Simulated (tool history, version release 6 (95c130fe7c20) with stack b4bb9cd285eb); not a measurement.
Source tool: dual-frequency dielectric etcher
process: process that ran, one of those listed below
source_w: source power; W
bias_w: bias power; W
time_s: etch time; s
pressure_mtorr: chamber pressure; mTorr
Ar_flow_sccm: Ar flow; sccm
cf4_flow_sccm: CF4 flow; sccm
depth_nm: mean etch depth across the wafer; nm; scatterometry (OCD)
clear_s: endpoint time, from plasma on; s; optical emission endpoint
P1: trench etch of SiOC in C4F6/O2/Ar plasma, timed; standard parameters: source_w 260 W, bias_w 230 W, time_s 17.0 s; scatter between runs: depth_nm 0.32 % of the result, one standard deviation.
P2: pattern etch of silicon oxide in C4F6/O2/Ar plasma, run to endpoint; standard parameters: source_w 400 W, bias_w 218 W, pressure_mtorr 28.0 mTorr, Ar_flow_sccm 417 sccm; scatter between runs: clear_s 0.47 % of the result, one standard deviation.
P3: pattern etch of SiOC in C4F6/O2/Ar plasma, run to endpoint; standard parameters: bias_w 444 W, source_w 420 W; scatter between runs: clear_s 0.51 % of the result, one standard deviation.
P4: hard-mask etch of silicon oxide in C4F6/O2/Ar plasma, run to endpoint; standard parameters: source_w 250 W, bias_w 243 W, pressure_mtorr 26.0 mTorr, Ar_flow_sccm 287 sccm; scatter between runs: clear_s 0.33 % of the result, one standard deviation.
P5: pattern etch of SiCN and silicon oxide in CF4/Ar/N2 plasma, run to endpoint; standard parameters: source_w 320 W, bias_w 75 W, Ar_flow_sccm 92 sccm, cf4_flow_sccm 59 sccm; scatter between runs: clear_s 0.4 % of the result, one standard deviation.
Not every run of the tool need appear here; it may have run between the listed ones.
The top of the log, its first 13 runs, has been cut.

run 14 hour=141.7 | process=P4 source_w=250 bias_w=243 pressure_mtorr=26.0 Ar_flow_sccm=287 | clear_s=70.4900
run 15 hour=156.3 | process=P1 source_w=260 bias_w=230 time_s=17.0 | depth_nm=31.932
run 16 hour=171.0 | process=P2 source_w=400 bias_w=218 pressure_mtorr=28.0 Ar_flow_sccm=417 | clear_s=10.1160
run 17 hour=181.1 | process=P1 source_w=260 bias_w=311 time_s=17.0 | depth_nm=35.739
run 18 hour=194.9 | process=P2 source_w=400 bias_w=218 pressure_mtorr=28.0 Ar_flow_sccm=275 | clear_s=9.6864
run 19 hour=205.1 | process=P5 source_w=320 bias_w=75 Ar_flow_sccm=123 cf4_flow_sccm=59 | clear_s=25.0080
run 20 hour=215.1 | process=P3 source_w=420 bias_w=444 | clear_s=15.3340
run 21 hour=225.9 | process=P1 source_w=260 bias_w=230 time_s=17.0 | depth_nm=32.037
run 22 hour=232.3 | process=P1 source_w=260 bias_w=141 time_s=17.0 | depth_nm=27.179
run 23 hour=243.2 | process=P1 source_w=260 bias_w=230 time_s=24.5 | depth_nm=45.839
run 24 hour=256.4 | process=P1 source_w=260 bias_w=230 time_s=9.5 | depth_nm=17.799
run 25 hour=271.2 | process=P5 source_w=320 bias_w=75 Ar_flow_sccm=92 cf4_flow_sccm=59 | clear_s=24.0930
run 26 hour=281.0 | process=P4 source_w=250 bias_w=243 pressure_mtorr=26.0 Ar_flow_sccm=345 | clear_s=71.6160
run 27 hour=293.6 | process=P5 source_w=320 bias_w=47 Ar_flow_sccm=92 cf4_flow_sccm=59 | clear_s=28.0100
run 28 hour=302.8 | process=P5 source_w=210 bias_w=75 Ar_flow_sccm=92 cf4_flow_sccm=59 | clear_s=34.7520
run 29 hour=309.8 | process=P3 source_w=280 bias_w=444 | clear_s=17.8590
run 30 hour=318.5 | process=P5 source_w=320 bias_w=75 Ar_flow_sccm=92 cf4_flow_sccm=59 | clear_s=23.8900
run 31 hour=333.4 | process=P4 source_w=250 bias_w=243 pressure_mtorr=26.0 Ar_flow_sccm=287 | clear_s=70.0440
run 32 hour=344.8 | process=P4 source_w=250 bias_w=243 pressure_mtorr=36.5 Ar_flow_sccm=287 | clear_s=72.8420

For run 33, what comes out?
run 33 hour=356.9 | process=P1 source_w=260 bias_w=230 time_s=17.0 | depth_nm=?

depth_nm: 31.837 nm
